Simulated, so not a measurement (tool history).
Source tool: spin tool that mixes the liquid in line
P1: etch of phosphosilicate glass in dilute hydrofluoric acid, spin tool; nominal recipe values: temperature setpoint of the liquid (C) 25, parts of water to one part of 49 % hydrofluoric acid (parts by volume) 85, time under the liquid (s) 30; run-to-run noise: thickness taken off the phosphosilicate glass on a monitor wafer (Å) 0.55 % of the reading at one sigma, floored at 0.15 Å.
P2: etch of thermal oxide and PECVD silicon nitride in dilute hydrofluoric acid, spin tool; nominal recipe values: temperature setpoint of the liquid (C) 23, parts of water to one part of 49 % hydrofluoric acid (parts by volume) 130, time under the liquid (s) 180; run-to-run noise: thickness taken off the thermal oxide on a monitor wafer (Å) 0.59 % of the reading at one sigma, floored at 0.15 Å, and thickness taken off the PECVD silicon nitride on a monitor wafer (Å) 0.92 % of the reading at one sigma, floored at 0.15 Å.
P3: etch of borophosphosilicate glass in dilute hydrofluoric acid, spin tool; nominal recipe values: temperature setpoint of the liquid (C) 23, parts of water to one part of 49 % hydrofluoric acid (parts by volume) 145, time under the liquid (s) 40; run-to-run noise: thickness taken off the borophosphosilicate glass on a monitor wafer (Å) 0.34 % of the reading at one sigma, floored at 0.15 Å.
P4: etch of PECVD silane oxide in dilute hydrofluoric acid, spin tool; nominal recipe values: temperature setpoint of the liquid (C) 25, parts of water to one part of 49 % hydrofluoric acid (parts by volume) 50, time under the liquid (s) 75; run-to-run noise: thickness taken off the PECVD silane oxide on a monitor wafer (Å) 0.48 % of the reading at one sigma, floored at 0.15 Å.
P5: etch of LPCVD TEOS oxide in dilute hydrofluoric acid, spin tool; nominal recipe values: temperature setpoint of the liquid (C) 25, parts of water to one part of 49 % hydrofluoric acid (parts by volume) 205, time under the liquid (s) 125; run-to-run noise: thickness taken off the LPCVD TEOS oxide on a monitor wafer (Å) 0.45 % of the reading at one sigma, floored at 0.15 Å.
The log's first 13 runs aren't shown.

run	day	process that ran	temperature setpoint of the liquid (C)	parts of water to one part of 49 % hydrofluoric acid (parts by volume)	time under the liquid (s)	hours since the thermometer was replaced	hours since the hydrofluoric acid flow meter was replaced	thickness taken off the phosphosilicate glass on a monitor wafer (Å)	thickness taken off the borophosphosilicate glass on a monitor wafer (Å)	thickness taken off the thermal oxide on a monitor wafer (Å)	thickness taken off the PECVD silicon nitride on a monitor wafer (Å)	thickness taken off the LPCVD TEOS oxide on a monitor wafer (Å)	thickness taken off the PECVD silane oxide on a monitor wafer (Å)
14	8.642	P4	25	20	75	960.1	771.7						633.28
15	9.296	P5	18.5	205	125	975.8	787.4					158.04	
16	9.742	P1	25	45	30	986.5	798.1	1506.9					
17	10.162	P1	29.5	85	45	996.6	808.2	1356.5					
18	10.854	P1	25	85	30	1013.2	824.8	751.58					
19	11.517	P3	23	60	40	1029.1	840.7		263.69				
20	12.279	P5	25	205	245	1047.4	859					396.63	
21	13.071	P1	31	20	30	1066.4	878	4471.2					
22	13.538	P1	25	85	45	1077.6	889.2	1138.3					
23	13.983	P4	25	50	35	1088.3	899.9						113.44
24	14.442	P3	28	145	40	1099.3	910.9		118.79				
# day 14.804: hydrofluoric acid flow meter replaced
25	15.204	P1	25	140	30	1117.6	9.6	429.76					
26	15.75	P3	23	145	40	1130.7	22.7		98.518				

Run 27 has not been measured yet. What should we expect?
27	16.2	P4	25	50	75	1141.5	33.5						?

Run 27 produced thickness taken off the PECVD silane oxide on a monitor wafer (Å) 242.53.

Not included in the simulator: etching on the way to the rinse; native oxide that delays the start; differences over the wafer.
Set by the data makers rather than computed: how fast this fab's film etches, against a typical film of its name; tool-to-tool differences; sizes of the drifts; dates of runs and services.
